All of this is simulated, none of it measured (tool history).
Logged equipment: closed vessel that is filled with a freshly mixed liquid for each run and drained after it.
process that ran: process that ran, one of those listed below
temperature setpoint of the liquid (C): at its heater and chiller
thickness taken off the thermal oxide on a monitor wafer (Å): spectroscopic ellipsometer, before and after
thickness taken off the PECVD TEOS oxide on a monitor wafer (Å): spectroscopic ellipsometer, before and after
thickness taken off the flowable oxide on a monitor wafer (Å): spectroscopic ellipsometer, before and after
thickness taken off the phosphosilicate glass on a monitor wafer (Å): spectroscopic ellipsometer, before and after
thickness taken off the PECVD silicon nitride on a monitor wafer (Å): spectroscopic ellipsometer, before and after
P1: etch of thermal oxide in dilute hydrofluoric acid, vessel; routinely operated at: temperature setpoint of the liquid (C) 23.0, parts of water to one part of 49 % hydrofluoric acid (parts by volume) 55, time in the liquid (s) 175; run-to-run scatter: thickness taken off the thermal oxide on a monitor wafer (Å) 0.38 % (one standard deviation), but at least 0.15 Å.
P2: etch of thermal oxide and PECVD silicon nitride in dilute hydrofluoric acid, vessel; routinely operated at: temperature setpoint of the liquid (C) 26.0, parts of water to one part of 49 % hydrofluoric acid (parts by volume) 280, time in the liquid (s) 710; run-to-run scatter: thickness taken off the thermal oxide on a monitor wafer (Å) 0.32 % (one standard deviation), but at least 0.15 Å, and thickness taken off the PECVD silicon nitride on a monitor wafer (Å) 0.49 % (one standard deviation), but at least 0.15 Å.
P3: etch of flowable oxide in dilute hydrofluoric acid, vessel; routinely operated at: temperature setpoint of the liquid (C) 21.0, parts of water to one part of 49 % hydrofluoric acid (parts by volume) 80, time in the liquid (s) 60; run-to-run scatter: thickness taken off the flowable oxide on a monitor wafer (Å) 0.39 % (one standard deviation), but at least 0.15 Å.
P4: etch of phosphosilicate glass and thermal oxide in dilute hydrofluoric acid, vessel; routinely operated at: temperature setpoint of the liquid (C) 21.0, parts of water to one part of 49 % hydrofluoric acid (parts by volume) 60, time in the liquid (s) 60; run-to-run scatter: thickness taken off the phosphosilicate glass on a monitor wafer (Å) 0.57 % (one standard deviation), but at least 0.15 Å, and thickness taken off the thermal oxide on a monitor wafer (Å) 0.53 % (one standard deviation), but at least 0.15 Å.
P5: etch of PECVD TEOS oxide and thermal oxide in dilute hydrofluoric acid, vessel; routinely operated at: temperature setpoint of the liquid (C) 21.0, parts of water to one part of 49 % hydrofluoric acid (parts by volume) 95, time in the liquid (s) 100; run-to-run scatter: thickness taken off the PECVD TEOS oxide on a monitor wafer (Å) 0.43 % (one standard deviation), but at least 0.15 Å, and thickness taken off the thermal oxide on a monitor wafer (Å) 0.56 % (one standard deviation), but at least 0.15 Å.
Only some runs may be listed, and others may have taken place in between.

| run | day | process that ran | temperature setpoint of the liquid (C) | parts of water to one part of 49 % hydrofluoric acid (parts by volume) | time in the liquid (s) | hours since the thermometer was replaced | hours since the hydrofluoric acid flow meter was replaced | thickness taken off the thermal oxide on a monitor wafer (Å) | thickness taken off the PECVD TEOS oxide on a monitor wafer (Å) | thickness taken off the flowable oxide on a monitor wafer (Å) | thickness taken off the phosphosilicate glass on a monitor wafer (Å) | thickness taken off the PECVD silicon nitride on a monitor wafer (Å) |
|---|---|---|---|---|---|---|---|---|---|---|---|---|
| 1 | 0.696 | P1 | 23.0 | 55 | 175 | 472.6 | 590.5 | 153.170 |  |  |  |  |
| 2 | 1.229 | P1 | 23.0 | 95 | 175 | 485.4 | 603.3 | 84.043 |  |  |  |  |
| 3 | 1.671 | P5 | 21.0 | 95 | 195 | 496.0 | 613.9 | 85.287 | 215.22 |  |  |  |
| 4 | 2.358 | P1 | 23.0 | 55 | 330 | 512.5 | 630.4 | 287.760 |  |  |  |  |
| 5 | 3.167 | P1 | 17.5 | 20 | 175 | 531.9 | 649.8 | 345.550 |  |  |  |  |
| 6 | 3.958 | P3 | 28.5 | 80 | 60 | 550.9 | 668.8 |  |  | 343.25 |  |  |
| 7 | 4.583 | P4 | 21.0 | 60 | 60 | 565.9 | 683.8 | 41.668 |  |  | 1374.00 |  |
| 8 | 5.242 | P1 | 23.0 | 30 | 175 | 581.7 | 699.6 | 289.160 |  |  |  |  |
| 9 | 6.025 | P1 | 23.0 | 90 | 315 | 600.5 | 718.4 | 160.350 |  |  |  |  |
| 10 | 6.475 | P4 | 21.0 | 60 | 30 | 611.3 | 729.2 | 20.910 |  |  | 695.24 |  |
| 11 | 6.862 | P1 | 23.0 | 55 | 175 | 620.6 | 738.5 | 151.990 |  |  |  |  |
| 12 | 7.604 | P3 | 21.0 | 80 | 30 | 638.4 | 756.3 |  |  | 126.70 |  |  |
| 13 | 8.271 | P1 | 23.0 | 55 | 175 | 654.4 | 772.3 | 153.570 |  |  |  |  |
| 14 | 8.938 | P1 | 19.0 | 55 | 175 | 670.4 | 788.3 | 130.370 |  |  |  |  |
| 15 | 9.675 | P2 | 32.5 | 280 | 710 | 688.1 | 806.0 | 128.110 |  |  |  | 135.430 |
| 16 | 10.367 | P4 | 29.5 | 60 | 60 | 704.7 | 822.6 | 59.093 |  |  | 1961.50 |  |
| 17 | 10.846 | P3 | 21.0 | 80 | 60 | 716.2 | 834.1 |  |  | 254.59 |  |  |
| 18 | 11.633 | P5 | 21.0 | 25 | 100 | 735.1 | 853.0 | 179.950 | 457.88 |  |  |  |
| 19 | 12.167 | P1 | 23.0 | 55 | 175 | 747.9 | 865.8 | 152.470 |  |  |  |  |
| 20 | 12.862 | P5 | 21.0 | 95 | 100 | 764.6 | 882.5 | 43.710 | 110.34 |  |  |  |
| 21 | 13.238 | P1 | 23.0 | 55 | 65 | 773.6 | 891.5 | 56.614 |  |  |  |  |
| 22 | 13.629 | P5 | 29.0 | 95 | 100 | 783.0 | 900.9 | 59.444 | 150.48 |  |  |  |
| 23 | 14.342 | P2 | 26.0 | 280 | 710 | 800.1 | 918.0 | 103.420 |  |  |  | 93.585 |
| 24 | 14.988 | P4 | 21.0 | 20 | 60 | 815.6 | 933.5 | 129.980 |  |  | 4369.80 |  |
| 25 | 15.462 | P2 | 26.0 | 505 | 710 | 827.0 | 944.9 | 46.580 |  |  |  | 51.365 |
| 26 | 15.875 | P2 | 26.0 | 280 | 380 | 836.9 | 954.8 | 56.151 |  |  |  | 50.045 |
| 27 | 16.421 | P3 | 21.0 | 20 | 60 | 850.0 | 967.9 |  |  | 1100.30 |  |  |
| 28 | 17.125 | P3 | 21.0 | 80 | 60 | 866.9 | 984.8 |  |  | 254.26 |  |  |
| 29 | 17.696 | P1 | 27.5 | 55 | 175 | 880.6 | 998.5 | 183.270 |  |  |  |  |
| 30 | 18.488 | P1 | 23.0 | 55 | 175 | 899.6 | 1017.5 | 151.870 |  |  |  |  |
| 31 | 19.133 | P1 | 23.0 | 75 | 315 | 915.1 | 1033.0 | 195.070 |  |  |  |  |
| 32 | 19.638 | P1 | 23.0 | 55 | 175 | 927.2 | 1045.1 | 152.520 |  |  |  |  |
| 33 | 20.188 | P1 | 23.0 | 55 | 175 | 940.4 | 1058.3 | 151.980 |  |  |  |  |
| 34 | 20.921 | P1 | 23.0 | 55 | 175 | 958.0 | 1075.9 | 158.510 |  |  |  |  |
| 35 | 21.433 | P1 | 23.0 | 55 | 175 | 970.3 | 1088.2 | 160.330 |  |  |  |  |
| 36 | 21.788 | P1 | 23.0 | 55 | 175 | 978.8 | 1096.7 | 160.750 |  |  |  |  |
| 37 | 22.554 | P1 | 23.0 | 55 | 175 | 997.2 | 1115.1 | 163.140 |  |  |  |  |
| 38 | 23.229 | P1 | 23.0 | 55 | 175 | 1013.4 | 1131.3 | 163.410 |  |  |  |  |
| 39 | 23.900 | P1 | 23.0 | 55 | 175 | 1029.5 | 1147.4 | 163.510 |  |  |  |  |
| 40 | 24.371 | P1 | 23.0 | 55 | 175 | 1040.8 | 1158.7 | 163.000 |  |  |  |  |

Something has made what P1 gives creep away from where it was; the 2 causes below, each at its own stated size, fit the log equally well:
A: hydrofluoric acid flow above the setpoint (%) = 6.64
B: liquid hotter than its thermometer reads (K) = 1.68
The creep began at about day 20.188.

Listed below are the offered check runs, one wafer per run, with question marks in place of results. For which of them would the causes give clearly different outcomes?
| check 1 | 24.842 | P4 | 21.0 | 60 | 30 |  |  | ? |  |  | ? |  |
| check 2 | 24.842 | P5 | 21.0 | 25 | 170 |  |  | ? | ? |  |  |  |
| check 3 | 24.842 | P2 | 30.0 | 505 | 710 |  |  | ? |  |  |  | ? |
| check 4 | 24.842 | P3 | 27.5 | 80 | 30 |  |  |  |  | ? |  |  |

Expected result of each check under each candidate cause:
| check | result | if A | if B |
|---|---|---|---|
| check 1 | thickness taken off the thermal oxide on a monitor wafer (Å) | 22.446 | 22.466 |
| check 1 | thickness taken off the phosphosilicate glass on a monitor wafer (Å) | 739.02 | 739.68 |
| check 2 | thickness taken off the thermal oxide on a monitor wafer (Å) | 329.940 | 331.720 |
| check 2 | thickness taken off the PECVD TEOS oxide on a monitor wafer (Å) | 827.68 | 832.13 |
| check 3 | thickness taken off the thermal oxide on a monitor wafer (Å) | 57.623 | 55.030 |
| check 3 | thickness taken off the PECVD silicon nitride on a monitor wafer (Å) | 68.623 | 70.227 |
| check 4 | thickness taken off the flowable oxide on a monitor wafer (Å) | 177.06 | 175.98 |
Smallest distance between any two causes, each pair judged by its most separating result, in per cent: check 1 0.09 %; check 2 0.54 %; check 3 4.6 %; check 4 0.61 %
Check 3 distinguishes between the causes, while the remaining checks would return nearly the same result for all of them.

Check 3 was then run and gave: thickness taken off the thermal oxide on a monitor wafer (Å) 57.494; thickness taken off the PECVD silicon nitride on a monitor wafer (Å) 68.247. Which cause is it?

The cause is A: hydrofluoric acid flow above the setpoint (%).

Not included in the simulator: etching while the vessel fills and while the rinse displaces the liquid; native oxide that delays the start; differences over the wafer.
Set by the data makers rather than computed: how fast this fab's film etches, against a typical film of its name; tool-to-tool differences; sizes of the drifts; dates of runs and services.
